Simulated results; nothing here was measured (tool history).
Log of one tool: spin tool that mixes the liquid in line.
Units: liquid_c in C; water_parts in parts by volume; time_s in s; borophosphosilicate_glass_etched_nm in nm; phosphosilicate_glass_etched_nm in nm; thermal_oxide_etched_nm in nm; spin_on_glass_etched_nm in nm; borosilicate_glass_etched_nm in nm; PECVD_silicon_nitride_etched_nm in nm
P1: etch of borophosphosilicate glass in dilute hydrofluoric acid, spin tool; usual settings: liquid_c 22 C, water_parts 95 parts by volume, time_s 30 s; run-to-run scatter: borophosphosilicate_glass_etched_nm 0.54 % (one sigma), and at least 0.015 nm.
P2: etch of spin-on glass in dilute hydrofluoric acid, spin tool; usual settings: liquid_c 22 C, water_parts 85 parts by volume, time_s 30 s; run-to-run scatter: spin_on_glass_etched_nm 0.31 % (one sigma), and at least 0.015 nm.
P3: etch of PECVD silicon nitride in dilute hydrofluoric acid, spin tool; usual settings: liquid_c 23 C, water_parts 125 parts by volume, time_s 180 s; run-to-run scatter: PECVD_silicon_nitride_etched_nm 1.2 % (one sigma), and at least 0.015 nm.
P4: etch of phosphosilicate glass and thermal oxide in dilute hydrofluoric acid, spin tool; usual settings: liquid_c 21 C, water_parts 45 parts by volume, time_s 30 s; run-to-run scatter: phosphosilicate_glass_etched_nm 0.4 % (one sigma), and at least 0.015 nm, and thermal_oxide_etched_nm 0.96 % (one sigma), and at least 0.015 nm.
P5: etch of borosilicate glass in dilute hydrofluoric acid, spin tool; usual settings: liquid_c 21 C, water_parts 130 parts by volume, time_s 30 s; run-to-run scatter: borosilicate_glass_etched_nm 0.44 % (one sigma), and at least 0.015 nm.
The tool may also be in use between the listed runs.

run	hour	process	liquid_c	water_parts	time_s	hours since the thermometer was replaced	hours since the hydrofluoric acid flow meter was replaced	borophosphosilicate_glass_etched_nm	phosphosilicate_glass_etched_nm	thermal_oxide_etched_nm	spin_on_glass_etched_nm	borosilicate_glass_etched_nm	PECVD_silicon_nitride_etched_nm
1	16.4	P1	22	95	30	325.5	839.4	10.004					
2	25	P1	22	95	30	334.1	848	9.8608					
3	34	P1	22	135	30	343.1	857	6.6832					
4	51	P1	22	95	30	360.1	874	9.9331					
5	65	P1	28	95	30	374.1	888	12.578					
6	73.9	P1	22	95	15	383	896.9	4.9808					
7	88.5	P1	17	145	30	397.6	911.5	4.9873					
8	97.5	P1	22	155	55	406.6	920.5	10.471					
9	115.7	P4	28.5	45	30	424.8	938.7		101.37	3.9324			
10	127.3	P4	21	45	15	436.4	950.3		37.031	1.4245			
11	137.3	P2	22	85	30	446.4	960.3				14.231		
12	155	P5	21	130	55	464.1	978					13.532	
13	171.7	P5	21	130	30	480.8	994.7					7.3171	
14	185.5	P3	23	125	180	494.6	1008.5						2.4017
15	198.1	P5	21	45	30	507.2	1021.1					23.239	
16	215.2	P1	22	95	65	524.3	1038.2	21.598					
17	232.6	P1	22	20	30	541.7	1055.6	52.171					
18	249.4	P1	18	95	30	558.5	1072.4	8.4343					
19	266.9	P5	21	130	30	576	1089.9					7.3379	
20	275.4	P1	22	95	30	584.5	1098.4	9.9607					
21	291.9	P3	23	30	180	601	1114.9						9.6426
22	303	P3	28.5	125	180	612.1	1126						3.4543
23	321.8	P4	21	45	30	630.9	1144.8		74.611	2.8629			
24	332.8	P2	22	150	30	641.9	1155.8				7.5021		
25	349.7	P4	21	45	30	658.8	1172.7		74.748	2.8897			
26	363.6	P5	17	130	30	672.7	1186.6					6.1899	
# hour 368: thermometer replaced
27	381.1	P4	21	70	30	13.1	1204.1		46.439	1.8011			
28	398.2	P2	29.5	85	30	30.2	1221.2				19.266		
29	415.5	P2	22	85	30	47.5	1238.5				14.214		
30	423.7	P2	22	85	15	55.7	1246.7				7.1369		
31	434.5	P3	23	125	310	66.5	1257.5						4.1549
32	444.2	P1	22	30	15	76.2	1267.2	16.928					
33	456.4	P1	22	95	30	88.4	1279.4	10.009					
34	468	P1	22	95	30	100	1291	9.926					
35	484.3	P1	22	95	30	116.3	1307.3	10.166					
36	498.4	P1	22	95	30	130.4	1321.4	10.2					
37	510.4	P1	22	95	30	142.4	1333.4	10.4					
38	524.4	P1	22	95	30	156.4	1347.4	10.459					
39	540.8	P1	22	95	30	172.8	1363.8	10.592					
40	559.6	P1	22	95	30	191.6	1382.6	10.508					
41	576.5	P1	22	95	30	208.5	1399.5	10.522					
42	592.2	P1	22	95	30	224.2	1415.2	10.659					
43	605.1	P1	22	95	30	237.1	1428.1	10.525					
44	617	P1	22	95	30	249	1440	10.674					

What P1 gives has crept away from where it was. These 2 causes fit the log equally well, each at the size given:
A: liquid hotter than its thermometer reads (K) = 1.66
B: hydrofluoric acid flow above the setpoint (%) = 6.19
The creep began at about hour 468.

4 check runs are offered, each on 5 wafers whose results are averaged, their results left as question marks. Which one tells the causes apart?
check 1	628.9	P2	26	85	30						?		
check 2	628.9	P5	21	130	45							?	
check 3	628.9	P4	24.5	45	15				?	?			
check 4	628.9	P3	23	125	305								?

What each check would give under each cause:
check	result	if A	if B
check 1	spin_on_glass_etched_nm	17.822	17.852
check 2	borosilicate_glass_etched_nm	11.693	11.725
check 3	phosphosilicate_glass_etched_nm	46.047	45.847
check 3	thermal_oxide_etched_nm	1.7823	1.7745
check 4	PECVD_silicon_nitride_etched_nm	4.5771	4.3574
How far apart the two closest causes lie, in the result that separates them most: check 1 0.17 %; check 2 0.27 %; check 3 0.44 %; check 4 4.92 %
Check 4 tells the causes apart: in the others they would give nearly the same result.

Then check 4 was run and gave: PECVD_silicon_nitride_etched_nm 4.5966 nm. Which cause is it?

It is A: liquid hotter than its thermometer reads (K).

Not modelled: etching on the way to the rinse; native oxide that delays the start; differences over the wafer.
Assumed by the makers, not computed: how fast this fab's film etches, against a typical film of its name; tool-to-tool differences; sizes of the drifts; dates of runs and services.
